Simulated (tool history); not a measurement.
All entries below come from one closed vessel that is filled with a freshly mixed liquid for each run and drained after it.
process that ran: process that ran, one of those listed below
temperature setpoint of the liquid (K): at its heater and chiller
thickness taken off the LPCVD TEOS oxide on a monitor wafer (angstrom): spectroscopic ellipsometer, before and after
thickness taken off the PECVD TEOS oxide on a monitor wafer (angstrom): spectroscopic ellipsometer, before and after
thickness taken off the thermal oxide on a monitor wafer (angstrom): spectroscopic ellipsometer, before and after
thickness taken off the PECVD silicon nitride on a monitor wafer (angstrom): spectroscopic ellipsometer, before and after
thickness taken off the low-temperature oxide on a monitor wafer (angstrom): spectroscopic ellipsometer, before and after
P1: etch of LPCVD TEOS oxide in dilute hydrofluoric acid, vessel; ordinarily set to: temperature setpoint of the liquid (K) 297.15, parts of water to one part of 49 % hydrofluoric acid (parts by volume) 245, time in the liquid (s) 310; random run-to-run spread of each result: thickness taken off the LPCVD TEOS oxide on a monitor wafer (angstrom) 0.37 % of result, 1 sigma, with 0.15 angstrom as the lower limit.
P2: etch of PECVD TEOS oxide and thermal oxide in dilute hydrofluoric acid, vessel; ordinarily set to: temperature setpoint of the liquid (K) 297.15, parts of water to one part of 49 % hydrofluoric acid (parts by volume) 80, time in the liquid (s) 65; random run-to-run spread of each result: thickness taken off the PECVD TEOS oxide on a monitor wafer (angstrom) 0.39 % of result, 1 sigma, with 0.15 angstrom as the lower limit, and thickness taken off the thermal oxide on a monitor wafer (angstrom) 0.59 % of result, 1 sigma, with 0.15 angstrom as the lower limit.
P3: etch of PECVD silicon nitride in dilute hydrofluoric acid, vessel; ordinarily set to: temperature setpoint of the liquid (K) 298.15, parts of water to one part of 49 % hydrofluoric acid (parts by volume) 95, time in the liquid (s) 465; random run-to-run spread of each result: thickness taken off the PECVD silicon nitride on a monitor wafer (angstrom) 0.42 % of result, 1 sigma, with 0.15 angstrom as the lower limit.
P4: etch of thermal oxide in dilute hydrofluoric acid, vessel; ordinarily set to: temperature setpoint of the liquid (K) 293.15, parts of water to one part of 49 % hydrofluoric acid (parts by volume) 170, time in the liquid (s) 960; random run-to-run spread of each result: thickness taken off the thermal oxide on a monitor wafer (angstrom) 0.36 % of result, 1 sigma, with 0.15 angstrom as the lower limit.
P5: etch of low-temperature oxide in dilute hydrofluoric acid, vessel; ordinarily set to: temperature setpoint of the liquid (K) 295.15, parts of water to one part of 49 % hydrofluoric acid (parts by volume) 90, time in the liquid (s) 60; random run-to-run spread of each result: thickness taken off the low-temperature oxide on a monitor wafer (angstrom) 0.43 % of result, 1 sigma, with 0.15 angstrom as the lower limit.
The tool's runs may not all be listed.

run	hour	process that ran	temperature setpoint of the liquid (K)	parts of water to one part of 49 % hydrofluoric acid (parts by volume)	time in the liquid (s)	hours since the thermometer was replaced	hours since the hydrofluoric acid flow meter was replaced	thickness taken off the LPCVD TEOS oxide on a monitor wafer (angstrom)	thickness taken off the PECVD TEOS oxide on a monitor wafer (angstrom)	thickness taken off the thermal oxide on a monitor wafer (angstrom)	thickness taken off the PECVD silicon nitride on a monitor wafer (angstrom)	thickness taken off the low-temperature oxide on a monitor wafer (angstrom)
1	6.1	P1	297.15	245	310	1575.9	1086.1	425.920				
2	10.9	P1	297.15	245	545	1580.7	1090.9	745.740				
3	16.6	P1	290.15	245	310	1586.4	1096.6	328.300				
4	22.2	P1	297.15	245	310	1592.0	1102.2	428.540				
5	28.6	P2	297.15	80	65	1598.4	1108.6		102.760	38.976		
6	33.4	P1	297.15	245	30	1603.2	1113.4	41.059				
7	37.5	P3	298.15	95	465	1607.3	1117.5				104.1500	
8	40.4	P5	290.15	90	60	1610.2	1120.4					105.760
9	46.8	P1	297.15	245	310	1616.6	1126.8	424.900				
10	52.5	P4	301.15	170	960	1622.3	1132.5			286.510		
11	58.0	P1	297.15	245	310	1627.8	1138.0	426.570				
12	62.3	P5	295.15	90	90	1632.1	1142.3					194.040
13	66.8	P1	297.15	245	310	1636.6	1146.8	424.810				
14	71.4	P4	293.15	170	960	1641.2	1151.4			213.250		
15	74.8	P1	297.15	380	310	1644.6	1154.8	242.070				
16	77.8	P1	297.15	100	30	1647.6	1157.8	118.540				
17	81.4	P4	293.15	170	1870	1651.2	1161.4			415.970		
18	85.5	P3	304.15	95	465	1655.3	1165.5				154.8300	
19	91.1	P1	305.15	245	30	1660.9	1171.1	54.233				
20	95.2	P3	298.15	20	465	1665.0	1175.2				475.7400	
21	100.4	P1	297.15	110	35	1670.2	1180.4	123.760				
22	106.2	P4	293.15	260	960	1676.0	1186.2			127.850		
23	110.0	P1	297.15	140	310	1679.8	1190.0	842.230				
24	114.1	P2	297.15	80	30	1683.9	1194.1		47.195	18.056		
25	117.6	P5	295.15	90	60	1687.4	1197.6					130.550
26	123.4	P5	295.15	160	60	1693.2	1203.4					67.238
27	126.5	P4	293.15	170	960	1696.3	1206.5			212.740		
28	131.3	P1	301.15	245	310	1701.1	1211.3	489.440				
29	137.8	P2	302.65	80	65	1707.6	1217.8		127.710	48.046		
30	142.0	P2	297.15	80	65	1711.8	1222.0		102.150	38.736		
31	146.6	P1	297.15	245	310	1716.4	1226.6	426.340				
32	150.3	P5	295.15	90	60	1720.1	1230.3					129.850
33	154.3	P3	298.15	95	30	1724.1	1234.3				7.0087	
34	160.5	P2	297.15	30	65	1730.3	1240.5		293.660	110.530		
35	164.5	P1	297.15	245	310	1734.3	1244.5	428.340				
36	169.1	P1	297.15	245	310	1738.9	1249.1	435.580				
37	172.6	P1	297.15	245	310	1742.4	1252.6	435.330				
38	178.1	P1	297.15	245	310	1747.9	1258.1	441.430				
39	184.4	P1	297.15	245	310	1754.2	1264.4	446.090				
40	188.6	P1	297.15	245	310	1758.4	1268.6	445.860				
41	194.8	P1	297.15	245	310	1764.6	1274.8	443.360				
42	201.1	P1	297.15	245	310	1770.9	1281.1	450.380				
43	204.6	P1	297.15	245	310	1774.4	1284.6	448.060				
44	210.9	P1	297.15	245	310	1780.7	1290.9	445.950				
45	214.3	P1	297.15	245	310	1784.1	1294.3	446.050				
46	219.1	P1	297.15	245	310	1788.9	1299.1	446.830				

The output of P1 has drifted from where it used to be. Each of the 2 causes below, taken at the size shown beside it, accounts for the log equally well:
A: hydrofluoric acid flow above the setpoint (%) = 4.28
B: liquid hotter than its thermometer reads (K) = 1.47
The drift started at roughly hour 164.5.

4 check runs are offered, one wafer each, their results left as question marks. Which one tells the causes apart?
check 1	223.9	P3	298.15	25	465						?	
check 2	223.9	P5	292.15	145	60							?
check 3	223.9	P4	293.15	255	960					?		
check 4	223.9	P2	302.15	80	30				?	?		

Check results expected under each cause:
check	result	if A	if B
check 1	thickness taken off the PECVD silicon nitride on a monitor wafer (angstrom)	402.8700	427.2700
check 2	thickness taken off the low-temperature oxide on a monitor wafer (angstrom)	70.636	71.404
check 3	thickness taken off the thermal oxide on a monitor wafer (angstrom)	137.650	138.040
check 4	thickness taken off the PECVD TEOS oxide on a monitor wafer (angstrom)	60.575	61.164
check 4	thickness taken off the thermal oxide on a monitor wafer (angstrom)	22.813	23.034
Per-check spread between the two closest causes, in the result where they differ most: check 1 5.88 %; check 2 1.08 %; check 3 0.28 %; check 4 0.97 %
The causes can be told apart only by check 1. The other checks would give nearly the same results under each of them.

Here is what check 1 returned: thickness taken off the PECVD silicon nitride on a monitor wafer (angstrom) 401.5000. Which cause is it?

Of the candidate causes, it is A: hydrofluoric acid flow above the setpoint (%).
